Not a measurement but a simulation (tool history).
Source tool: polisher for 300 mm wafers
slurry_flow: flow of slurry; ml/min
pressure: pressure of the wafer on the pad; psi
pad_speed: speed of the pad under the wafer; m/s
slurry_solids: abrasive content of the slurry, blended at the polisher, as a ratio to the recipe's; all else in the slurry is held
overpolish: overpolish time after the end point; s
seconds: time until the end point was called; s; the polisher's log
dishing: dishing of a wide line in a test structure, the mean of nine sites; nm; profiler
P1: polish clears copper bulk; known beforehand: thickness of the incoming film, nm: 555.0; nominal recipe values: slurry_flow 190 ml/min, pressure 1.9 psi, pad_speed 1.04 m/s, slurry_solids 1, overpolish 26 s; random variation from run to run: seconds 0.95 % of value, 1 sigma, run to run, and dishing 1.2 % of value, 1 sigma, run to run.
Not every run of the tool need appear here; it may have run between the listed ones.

run	day	slurry_flow	pressure	pad_speed	slurry_solids	overpolish	seconds	dishing
1	0.433	190	1.9	1.04	1	26	88.283	77.012
2	0.954	190	1.9	1.04	1	26	89.477	75.801
3	1.558	245	1.9	1.04	1	26	87.028	77.06
4	1.871	190	1.9	1.04	0.7	26	95.791	74.423
5	2.396	190	1.9	1.04	1	26	87.945	76.048
6	2.717	190	1.9	1.04	1.45	26	82.951	80.62
# day 2.854: slurry nozzle cleaned
7	3.279	190	1.9	1.04	1	13	87.893	48.574
8	3.733	190	1.9	1.04	1	26	86.929	76.694
9	4.267	190	1.3	1.04	1	26	132.06	56.447
10	4.817	115	1.9	1.04	1	26	95.931	72.29
11	5.175	190	1.9	0.74	0.6	26	139.69	58.422
# day 5.296: head pressure recalibrated
12	5.546	190	1.9	1.04	1	26	88.307	77.372
13	6.079	190	1.9	1.04	1	26	90.201	75.172
14	6.554	190	1.9	1.04	1	50	89.946	98.828
15	7.112	190	1.9	0.46	1	26	200.07	45.168

What will run 16 give?
16	7.658	190	2.5	1.04	1	26	?	?

seconds: 67.905 s
dishing: 92.438 nm
